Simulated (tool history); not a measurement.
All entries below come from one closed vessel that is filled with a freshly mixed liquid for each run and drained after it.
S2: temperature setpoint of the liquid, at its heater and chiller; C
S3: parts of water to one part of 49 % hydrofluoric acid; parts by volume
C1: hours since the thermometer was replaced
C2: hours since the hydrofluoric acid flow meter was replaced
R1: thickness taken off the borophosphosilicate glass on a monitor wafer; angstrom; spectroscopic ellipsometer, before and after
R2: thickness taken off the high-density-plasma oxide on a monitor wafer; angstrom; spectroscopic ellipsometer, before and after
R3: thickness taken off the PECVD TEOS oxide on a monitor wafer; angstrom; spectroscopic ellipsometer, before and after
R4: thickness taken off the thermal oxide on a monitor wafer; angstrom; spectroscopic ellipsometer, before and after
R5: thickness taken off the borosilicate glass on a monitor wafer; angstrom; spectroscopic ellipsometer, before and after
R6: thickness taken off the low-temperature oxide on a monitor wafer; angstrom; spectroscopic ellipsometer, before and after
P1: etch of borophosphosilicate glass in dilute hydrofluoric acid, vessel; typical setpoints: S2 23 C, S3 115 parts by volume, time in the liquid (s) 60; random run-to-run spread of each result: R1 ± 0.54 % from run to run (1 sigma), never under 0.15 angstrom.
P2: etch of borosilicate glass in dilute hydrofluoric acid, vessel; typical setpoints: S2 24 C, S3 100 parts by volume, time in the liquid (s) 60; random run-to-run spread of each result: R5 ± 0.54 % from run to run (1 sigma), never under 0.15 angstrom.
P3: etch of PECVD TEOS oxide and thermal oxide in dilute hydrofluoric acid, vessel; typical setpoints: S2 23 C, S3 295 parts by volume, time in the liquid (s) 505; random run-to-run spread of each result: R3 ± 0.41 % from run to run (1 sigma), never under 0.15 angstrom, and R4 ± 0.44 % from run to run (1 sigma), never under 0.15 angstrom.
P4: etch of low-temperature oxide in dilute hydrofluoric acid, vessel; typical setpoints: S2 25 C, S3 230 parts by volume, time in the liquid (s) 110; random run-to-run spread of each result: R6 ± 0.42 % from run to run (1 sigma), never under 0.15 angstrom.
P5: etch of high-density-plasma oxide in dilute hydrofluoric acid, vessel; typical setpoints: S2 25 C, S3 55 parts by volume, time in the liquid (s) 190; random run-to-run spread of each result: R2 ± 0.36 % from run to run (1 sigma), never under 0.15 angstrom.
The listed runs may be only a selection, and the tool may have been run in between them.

run 1 hour=8.2 | process_that_ran=P1 S2=23 S3=115 time_in_the_liquid_(s)=60 | C1=379.4 C2=856 | R1=243.58
run 2 hour=21.1 | process_that_ran=P1 S2=23 S3=55 time_in_the_liquid_(s)=60 | C1=392.3 C2=868.9 | R1=549.31
run 3 hour=33.7 | process_that_ran=P1 S2=26.5 S3=115 time_in_the_liquid_(s)=105 | C1=404.9 C2=881.5 | R1=488.98
run 4 hour=43 | process_that_ran=P5 S2=25 S3=55 time_in_the_liquid_(s)=190 | C1=414.2 C2=890.8 | R2=192.16
run 5 hour=55.9 | process_that_ran=P3 S2=23 S3=60 time_in_the_liquid_(s)=505 | C1=427.1 C2=903.7 | R3=1232.1 R4=406.73
run 6 hour=69.9 | process_that_ran=P1 S2=23 S3=115 time_in_the_liquid_(s)=85 | C1=441.1 C2=917.7 | R1=343.59
run 7 hour=85 | process_that_ran=P2 S2=19 S3=100 time_in_the_liquid_(s)=60 | C1=456.2 C2=932.8 | R5=163.16
run 8 hour=98.1 | process_that_ran=P5 S2=25 S3=100 time_in_the_liquid_(s)=190 | C1=469.3 C2=945.9 | R2=99.742
run 9 hour=105.2 | process_that_ran=P1 S2=28.5 S3=190 time_in_the_liquid_(s)=60 | C1=476.4 C2=953 | R1=164.96
run 10 hour=116.6 | process_that_ran=P4 S2=30.5 S3=230 time_in_the_liquid_(s)=110 | C1=487.8 C2=964.4 | R6=75.905
run 11 hour=125.5 | process_that_ran=P5 S2=25 S3=55 time_in_the_liquid_(s)=370 | C1=496.7 C2=973.3 | R2=373.14
run 12 hour=134.7 | process_that_ran=P1 S2=23 S3=115 time_in_the_liquid_(s)=60 | C1=505.9 C2=982.5 | R1=242.38
run 13 hour=141.7 | process_that_ran=P5 S2=18 S3=55 time_in_the_liquid_(s)=190 | C1=512.9 C2=989.5 | R2=143.43
run 14 hour=151 | process_that_ran=P3 S2=17 S3=295 time_in_the_liquid_(s)=505 | C1=522.2 C2=998.8 | R3=154.89 R4=50.753
run 15 hour=161.3 | process_that_ran=P1 S2=23 S3=115 time_in_the_liquid_(s)=30 | C1=532.5 C2=1009.1 | R1=122.48
run 16 hour=175.2 | process_that_ran=P1 S2=23 S3=115 time_in_the_liquid_(s)=60 | C1=546.4 C2=1023 | R1=243.4
run 17 hour=188.4 | process_that_ran=P2 S2=24 S3=100 time_in_the_liquid_(s)=60 | C1=559.6 C2=1036.2 | R5=198.68
run 18 hour=201.3 | process_that_ran=P1 S2=30.5 S3=115 time_in_the_liquid_(s)=60 | C1=572.5 C2=1049.1 | R1=323.06
run 19 hour=213.5 | process_that_ran=P1 S2=19.5 S3=115 time_in_the_liquid_(s)=60 | C1=584.7 C2=1061.3 | R1=213.53
run 20 hour=229 | process_that_ran=P2 S2=24 S3=100 time_in_the_liquid_(s)=30 | C1=600.2 C2=1076.8 | R5=99.498
run 21 hour=236.2 | process_that_ran=P1 S2=23 S3=115 time_in_the_liquid_(s)=60 | C1=607.4 C2=1084 | R1=243.7
run 22 hour=247 | process_that_ran=P1 S2=23 S3=115 time_in_the_liquid_(s)=60 | C1=618.2 C2=1094.8 | R1=241.23
run 23 hour=262.2 | process_that_ran=P4 S2=25 S3=230 time_in_the_liquid_(s)=110 | C1=633.4 C2=1110 | R6=63.428
run 24 hour=274.3 | process_that_ran=P4 S2=25 S3=420 time_in_the_liquid_(s)=110 | C1=645.5 C2=1122.1 | R6=28.789
run 25 hour=286.9 | process_that_ran=P3 S2=23 S3=295 time_in_the_liquid_(s)=505 | C1=658.1 C2=1134.7 | R3=195.26 R4=63.591
run 26 hour=302.6 | process_that_ran=P2 S2=24 S3=30 time_in_the_liquid_(s)=60 | C1=673.8 C2=1150.4 | R5=723.6
run 27 hour=316.4 | process_that_ran=P1 S2=23 S3=215 time_in_the_liquid_(s)=60 | C1=687.6 C2=1164.2 | R1=116.48
run 28 hour=324.7 | process_that_ran=P3 S2=23 S3=295 time_in_the_liquid_(s)=30 | C1=695.9 C2=1172.5 | R3=11.487 R4=3.6835
run 29 hour=332.8 | process_that_ran=P4 S2=25 S3=230 time_in_the_liquid_(s)=205 | C1=704 C2=1180.6 | R6=116.15
run 30 hour=347.2 | process_that_ran=P1 S2=23 S3=115 time_in_the_liquid_(s)=60 | C1=718.4 C2=1195 | R1=243.66
run 31 hour=360.3 | process_that_ran=P1 S2=23 S3=115 time_in_the_liquid_(s)=60 | C1=731.5 C2=1208.1 | R1=250.46
run 32 hour=367.9 | process_that_ran=P1 S2=23 S3=115 time_in_the_liquid_(s)=60 | C1=739.1 C2=1215.7 | R1=252.93
run 33 hour=377.8 | process_that_ran=P1 S2=23 S3=115 time_in_the_liquid_(s)=60 | C1=749 C2=1225.6 | R1=255.33
run 34 hour=390.9 | process_that_ran=P1 S2=23 S3=115 time_in_the_liquid_(s)=60 | C1=762.1 C2=1238.7 | R1=258.4
run 35 hour=403.9 | process_that_ran=P1 S2=23 S3=115 time_in_the_liquid_(s)=60 | C1=775.1 C2=1251.7 | R1=259.87
run 36 hour=416.8 | process_that_ran=P1 S2=23 S3=115 time_in_the_liquid_(s)=60 | C1=788 C2=1264.6 | R1=260.7
run 37 hour=430.6 | process_that_ran=P1 S2=23 S3=115 time_in_the_liquid_(s)=60 | C1=801.8 C2=1278.4 | R1=262.14
run 38 hour=439.4 | process_that_ran=P1 S2=23 S3=115 time_in_the_liquid_(s)=60 | C1=810.6 C2=1287.2 | R1=263.2
run 39 hour=449.3 | process_that_ran=P1 S2=23 S3=115 time_in_the_liquid_(s)=60 | C1=820.5 C2=1297.1 | R1=264.62
run 40 hour=459.7 | process_that_ran=P1 S2=23 S3=115 time_in_the_liquid_(s)=60 | C1=830.9 C2=1307.5 | R1=263.28

P1 no longer gives what it gave before; its output has crept away from where it was. The following 2 causes, each at its listed size, fit the log equally well:
A: hydrofluoric acid flow above the setpoint (%) = 7.17
B: liquid hotter than its thermometer reads (K) = 2
The drift started at roughly hour 347.2.

Which of the 4 check runs listed below, each an average over 2 wafers with its results shown as question marks, gives clearly different results under the different listed causes?
run check 1 hour=470.1 | process_that_ran=P5 S2=25 S3=90 time_in_the_liquid_(s)=325 | R2=?
run check 2 hour=470.1 | process_that_ran=P2 S2=24 S3=100 time_in_the_liquid_(s)=30 | R5=?
run check 3 hour=470.1 | process_that_ran=P3 S2=23 S3=75 time_in_the_liquid_(s)=50 | R3=? R4=?
run check 4 hour=470.1 | process_that_ran=P4 S2=30 S3=370 time_in_the_liquid_(s)=110 | R6=?

How each check would come out, cause by cause:
check=check_1 result=R2 if_A=206.66 if_B=206.96
check=check_2 result=R5 if_A=107.67 if_B=107.78
check=check_3 result=R3 if_A=103.15 if_B=103.68
check=check_3 result=R4 if_A=33.879 if_B=34.054
check=check_4 result=R6 if_A=43.759 if_B=42.289
Per check, the gap between the least separated pair of causes, taken in the result that splits them most: check 1 0.15 %; check 2 0.1 %; check 3 0.52 %; check 4 3.42 %
The other checks would show nearly matching results whichever cause is true, so check 4 is the only one that separates the causes.

Check 4 has now been run. It gave: R6 42.289 angstrom. Which of the candidate causes is it?

The cause is B: liquid hotter than its thermometer reads (K).

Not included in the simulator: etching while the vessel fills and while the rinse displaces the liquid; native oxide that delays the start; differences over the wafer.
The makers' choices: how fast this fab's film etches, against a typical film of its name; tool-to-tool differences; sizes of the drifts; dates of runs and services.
